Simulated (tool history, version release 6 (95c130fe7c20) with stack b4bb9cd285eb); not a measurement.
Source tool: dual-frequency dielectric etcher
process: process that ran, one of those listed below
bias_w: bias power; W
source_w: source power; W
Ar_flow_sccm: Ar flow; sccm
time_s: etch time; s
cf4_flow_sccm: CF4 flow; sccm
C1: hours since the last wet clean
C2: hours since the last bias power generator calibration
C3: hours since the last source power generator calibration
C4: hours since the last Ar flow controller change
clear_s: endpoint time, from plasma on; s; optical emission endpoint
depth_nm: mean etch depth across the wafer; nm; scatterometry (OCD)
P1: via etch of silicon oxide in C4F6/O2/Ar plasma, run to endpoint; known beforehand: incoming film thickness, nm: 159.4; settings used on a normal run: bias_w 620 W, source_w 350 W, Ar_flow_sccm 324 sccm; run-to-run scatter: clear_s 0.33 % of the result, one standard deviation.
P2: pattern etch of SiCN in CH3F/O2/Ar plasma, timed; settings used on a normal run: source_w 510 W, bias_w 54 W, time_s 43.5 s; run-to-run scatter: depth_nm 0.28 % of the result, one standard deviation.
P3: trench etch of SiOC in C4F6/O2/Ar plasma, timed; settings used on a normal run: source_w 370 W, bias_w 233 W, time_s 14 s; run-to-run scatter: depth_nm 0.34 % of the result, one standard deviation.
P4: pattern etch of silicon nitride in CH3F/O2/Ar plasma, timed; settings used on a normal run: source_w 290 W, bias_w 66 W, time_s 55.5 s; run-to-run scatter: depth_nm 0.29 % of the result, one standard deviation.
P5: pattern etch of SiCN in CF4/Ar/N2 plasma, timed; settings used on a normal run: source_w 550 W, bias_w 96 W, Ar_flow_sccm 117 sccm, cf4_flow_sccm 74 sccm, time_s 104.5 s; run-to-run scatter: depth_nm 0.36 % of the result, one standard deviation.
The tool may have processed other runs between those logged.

{"run": 1, "hour": 6.2, "process": "P1", "bias_w": 620, "source_w": 350, "Ar_flow_sccm": 324, "C1": 337.4, "C2": 520.7, "C3": 2850.8, "C4": 750.7, "clear_s": 34.063}
{"run": 2, "hour": 11.0, "process": "P1", "bias_w": 620, "source_w": 350, "Ar_flow_sccm": 324, "C1": 342.2, "C2": 525.5, "C3": 2855.6, "C4": 755.5, "clear_s": 34.104}
{"run": 3, "hour": 14.7, "process": "P4", "bias_w": 66, "source_w": 290, "time_s": 55.5, "C1": 345.9, "C2": 529.2, "C3": 2859.3, "C4": 759.2, "depth_nm": 33.133}
{"run": 4, "hour": 21.3, "process": "P3", "bias_w": 233, "source_w": 370, "time_s": 14, "C1": 352.5, "C2": 535.8, "C3": 2865.9, "C4": 765.8, "depth_nm": 30.17}
{"run": 5, "hour": 25.1, "process": "P1", "bias_w": 620, "source_w": 350, "Ar_flow_sccm": 324, "C1": 356.3, "C2": 539.6, "C3": 2869.7, "C4": 769.6, "clear_s": 34.042}
{"run": 6, "hour": 32.9, "process": "P1", "bias_w": 470, "source_w": 350, "Ar_flow_sccm": 324, "C1": 364.1, "C2": 547.4, "C3": 2877.5, "C4": 777.4, "clear_s": 37.96}
{"run": 7, "hour": 37.4, "process": "P1", "bias_w": 620, "source_w": 350, "Ar_flow_sccm": 394, "C1": 368.6, "C2": 551.9, "C3": 2882, "C4": 781.9, "clear_s": 34.738}
{"run": 8, "hour": 41.9, "process": "P3", "bias_w": 233, "source_w": 520, "time_s": 14, "C1": 373.1, "C2": 556.4, "C3": 2886.5, "C4": 786.4, "depth_nm": 34.279}
{"run": 9, "hour": 50.2, "process": "P1", "bias_w": 620, "source_w": 350, "Ar_flow_sccm": 324, "C1": 381.4, "C2": 564.7, "C3": 2894.8, "C4": 794.7, "clear_s": 34.048}
{"run": 10, "hour": 54.3, "process": "P5", "bias_w": 96, "source_w": 550, "Ar_flow_sccm": 117, "time_s": 104.5, "cf4_flow_sccm": 74, "C1": 385.5, "C2": 568.8, "C3": 2898.9, "C4": 798.8, "depth_nm": 120.58}
{"run": 11, "hour": 62.0, "process": "P5", "bias_w": 96, "source_w": 550, "Ar_flow_sccm": 117, "time_s": 62, "cf4_flow_sccm": 74, "C1": 393.2, "C2": 576.5, "C3": 2906.6, "C4": 806.5, "depth_nm": 71.516}
{"run": 12, "hour": 68.9, "process": "P1", "bias_w": 620, "source_w": 490, "Ar_flow_sccm": 254, "C1": 400.1, "C2": 583.4, "C3": 2913.5, "C4": 813.4, "clear_s": 29.342}
{"run": 13, "hour": 74.6, "process": "P2", "bias_w": 54, "source_w": 510, "time_s": 43.5, "C1": 405.8, "C2": 589.1, "C3": 2919.2, "C4": 819.1, "depth_nm": 16.36}
{"run": 14, "hour": 80.0, "process": "P3", "bias_w": 280, "source_w": 370, "time_s": 14, "C1": 411.2, "C2": 594.5, "C3": 2924.6, "C4": 824.5, "depth_nm": 32.099}
{"run": 15, "hour": 86.8, "process": "P3", "bias_w": 233, "source_w": 370, "time_s": 17.5, "C1": 418, "C2": 601.3, "C3": 2931.4, "C4": 831.3, "depth_nm": 37.782}
{"run": 16, "hour": 94.1, "process": "P5", "bias_w": 96, "source_w": 550, "Ar_flow_sccm": 117, "time_s": 104.5, "cf4_flow_sccm": 98, "C1": 425.3, "C2": 608.6, "C3": 2938.7, "C4": 838.6, "depth_nm": 124.71}
{"run": 17, "hour": 99.6, "process": "P1", "bias_w": 863, "source_w": 350, "Ar_flow_sccm": 324, "C1": 430.8, "C2": 614.1, "C3": 2944.2, "C4": 844.1, "clear_s": 29.823}
{"run": 18, "hour": 105.9, "process": "P2", "bias_w": 54, "source_w": 290, "time_s": 43.5, "C1": 437.1, "C2": 620.4, "C3": 2950.5, "C4": 850.4, "depth_nm": 13.189}
{"run": 19, "hour": 110.1, "process": "P1", "bias_w": 620, "source_w": 350, "Ar_flow_sccm": 244, "C1": 441.3, "C2": 624.6, "C3": 2954.7, "C4": 854.6, "clear_s": 33.009}
{"hour": 115.4, "done": "wet clean of the chamber"}
{"run": 20, "hour": 115.7, "process": "P5", "bias_w": 96, "source_w": 420, "Ar_flow_sccm": 117, "time_s": 104.5, "cf4_flow_sccm": 74, "C1": 0.3, "C2": 630.2, "C3": 2960.3, "C4": 860.2, "depth_nm": 94.766}
{"run": 21, "hour": 123.4, "process": "P1", "bias_w": 620, "source_w": 350, "Ar_flow_sccm": 324, "C1": 8, "C2": 637.9, "C3": 2968, "C4": 867.9, "clear_s": 34.005}
{"run": 22, "hour": 129.6, "process": "P4", "bias_w": 66, "source_w": 290, "time_s": 55.5, "C1": 14.2, "C2": 644.1, "C3": 2974.2, "C4": 874.1, "depth_nm": 33.12}
{"run": 23, "hour": 133.4, "process": "P5", "bias_w": 96, "source_w": 550, "Ar_flow_sccm": 117, "time_s": 104.5, "cf4_flow_sccm": 74, "C1": 18, "C2": 647.9, "C3": 2978, "C4": 877.9, "depth_nm": 120.11}
{"run": 24, "hour": 137.7, "process": "P2", "bias_w": 35, "source_w": 510, "time_s": 43.5, "C1": 22.3, "C2": 652.2, "C3": 2982.3, "C4": 882.2, "depth_nm": 14.381}
{"run": 25, "hour": 142.1, "process": "P1", "bias_w": 859, "source_w": 480, "Ar_flow_sccm": 324, "C1": 26.7, "C2": 656.6, "C3": 2986.7, "C4": 886.6, "clear_s": 26.779}
{"run": 26, "hour": 149.4, "process": "P1", "bias_w": 620, "source_w": 460, "Ar_flow_sccm": 324, "C1": 34, "C2": 663.9, "C3": 2994, "C4": 893.9, "clear_s": 30.618}
{"run": 27, "hour": 153.6, "process": "P1", "bias_w": 620, "source_w": 200, "Ar_flow_sccm": 324, "C1": 38.2, "C2": 668.1, "C3": 2998.2, "C4": 898.1, "clear_s": 41.858}
{"run": 28, "hour": 159.0, "process": "P2", "bias_w": 54, "source_w": 510, "time_s": 25, "C1": 43.6, "C2": 673.5, "C3": 3003.6, "C4": 903.5, "depth_nm": 9.4642}
{"run": 29, "hour": 165.0, "process": "P5", "bias_w": 96, "source_w": 550, "Ar_flow_sccm": 81, "time_s": 104.5, "cf4_flow_sccm": 74, "C1": 49.6, "C2": 679.5, "C3": 3009.6, "C4": 909.5, "depth_nm": 126.26}
{"run": 30, "hour": 169.6, "process": "P1", "bias_w": 620, "source_w": 350, "Ar_flow_sccm": 324, "C1": 54.2, "C2": 684.1, "C3": 3014.2, "C4": 914.1, "clear_s": 34.141}
{"run": 31, "hour": 176.8, "process": "P3", "bias_w": 233, "source_w": 370, "time_s": 14, "C1": 61.4, "C2": 691.3, "C3": 3021.4, "C4": 921.3, "depth_nm": 30.173}
{"run": 32, "hour": 184.4, "process": "P1", "bias_w": 620, "source_w": 230, "Ar_flow_sccm": 223, "C1": 69, "C2": 698.9, "C3": 3029, "C4": 928.9, "clear_s": 38.083}
{"run": 33, "hour": 188.3, "process": "P5", "bias_w": 72, "source_w": 550, "Ar_flow_sccm": 117, "time_s": 104.5, "cf4_flow_sccm": 74, "C1": 72.9, "C2": 702.8, "C3": 3032.9, "C4": 932.8, "depth_nm": 108.4}
{"run": 34, "hour": 194.8, "process": "P4", "bias_w": 81, "source_w": 290, "time_s": 55.5, "C1": 79.4, "C2": 709.3, "C3": 3039.4, "C4": 939.3, "depth_nm": 35.755}
{"run": 35, "hour": 201.8, "process": "P4", "bias_w": 66, "source_w": 290, "time_s": 30.5, "C1": 86.4, "C2": 716.3, "C3": 3046.4, "C4": 946.3, "depth_nm": 18.23}
{"run": 36, "hour": 209.4, "process": "P4", "bias_w": 66, "source_w": 350, "time_s": 55.5, "C1": 94, "C2": 723.9, "C3": 3054, "C4": 953.9, "depth_nm": 35.636}
{"run": 37, "hour": 213.4, "process": "P1", "bias_w": 620, "source_w": 350, "Ar_flow_sccm": 324, "C1": 98, "C2": 727.9, "C3": 3058, "C4": 957.9, "clear_s": 34.12}
{"run": 38, "hour": 219.5, "process": "P1", "bias_w": 620, "source_w": 350, "Ar_flow_sccm": 324, "C1": 104.1, "C2": 734, "C3": 3064.1, "C4": 964, "clear_s": 33.774}
{"run": 39, "hour": 223.3, "process": "P1", "bias_w": 620, "source_w": 350, "Ar_flow_sccm": 324, "C1": 107.9, "C2": 737.8, "C3": 3067.9, "C4": 967.8, "clear_s": 33.536}
{"hour": 228.9, "done": "Ar flow controller replaced"}
{"run": 40, "hour": 231.2, "process": "P1", "bias_w": 620, "source_w": 350, "Ar_flow_sccm": 324, "C1": 115.8, "C2": 745.7, "C3": 3075.8, "C4": 2.4, "clear_s": 33.621}
{"hour": 232.8, "done": "wet clean of the chamber"}
{"run": 41, "hour": 235.0, "process": "P1", "bias_w": 620, "source_w": 350, "Ar_flow_sccm": 324, "C1": 2.3, "C2": 749.5, "C3": 3079.6, "C4": 6.2, "clear_s": 33.466}
{"run": 42, "hour": 243.2, "process": "P1", "bias_w": 620, "source_w": 350, "Ar_flow_sccm": 324, "C1": 10.5, "C2": 757.7, "C3": 3087.8, "C4": 14.4, "clear_s": 33.589}
{"run": 43, "hour": 249.2, "process": "P1", "bias_w": 620, "source_w": 350, "Ar_flow_sccm": 324, "C1": 16.5, "C2": 763.7, "C3": 3093.8, "C4": 20.4, "clear_s": 33.61}
{"run": 44, "hour": 255.0, "process": "P1", "bias_w": 620, "source_w": 350, "Ar_flow_sccm": 324, "C1": 22.3, "C2": 769.5, "C3": 3099.6, "C4": 26.2, "clear_s": 33.459}

P1 no longer gives what it gave before; its output has crept away from where it was. The following 2 causes, each at its listed size, fit the log equally well:
A: source power that arrives over what is set, % = 4.69
B: bias power that arrives over what is set, % = 4.4
The creep began at about hour 213.4.
What rules out each remaining cause:
chamber walls in a state that raises the etch rate, %: serviced at hour 232.8, after the change had begun; the process did not return to its earlier output
Ar flow that arrives under what is set, %: serviced at hour 228.9, after the change had begun; the process did not return to its earlier output

You are offered 4 check runs, listed below with question marks in place of their results; each one averages 2 wafers. Which run separates the listed causes by giving clearly different results for each?
{"run": "check 1", "hour": 260.8, "process": "P5", "bias_w": 96, "source_w": 550, "Ar_flow_sccm": 117, "time_s": 104.5, "cf4_flow_sccm": 74, "depth_nm": "?"}
{"run": "check 2", "hour": 260.8, "process": "P2", "bias_w": 54, "source_w": 510, "time_s": 43.5, "depth_nm": "?"}
{"run": "check 3", "hour": 260.8, "process": "P3", "bias_w": 233, "source_w": 370, "time_s": 14, "depth_nm": "?"}
{"run": "check 4", "hour": 260.8, "process": "P4", "bias_w": 66, "source_w": 290, "time_s": 55.5, "depth_nm": "?"}

Expected result of each check under each candidate cause:
check=check_1 result=depth_nm if_A=125 if_B=122.02
check=check_2 result=depth_nm if_A=16.669 if_B=16.607
check=check_3 result=depth_nm if_A=30.688 if_B=30.595
check=check_4 result=depth_nm if_A=33.806 if_B=33.723
Smallest distance between any two causes, each pair judged by its most separating result, in per cent: check 1 2.41 %; check 2 0.37 %; check 3 0.31 %; check 4 0.25 %
Only check 1 tells the causes apart: in the others they would give nearly the same result.

Check 1 was then run and gave: depth_nm 124.98 nm. Which cause is it?

A is the cause: source power that arrives over what is set, %.

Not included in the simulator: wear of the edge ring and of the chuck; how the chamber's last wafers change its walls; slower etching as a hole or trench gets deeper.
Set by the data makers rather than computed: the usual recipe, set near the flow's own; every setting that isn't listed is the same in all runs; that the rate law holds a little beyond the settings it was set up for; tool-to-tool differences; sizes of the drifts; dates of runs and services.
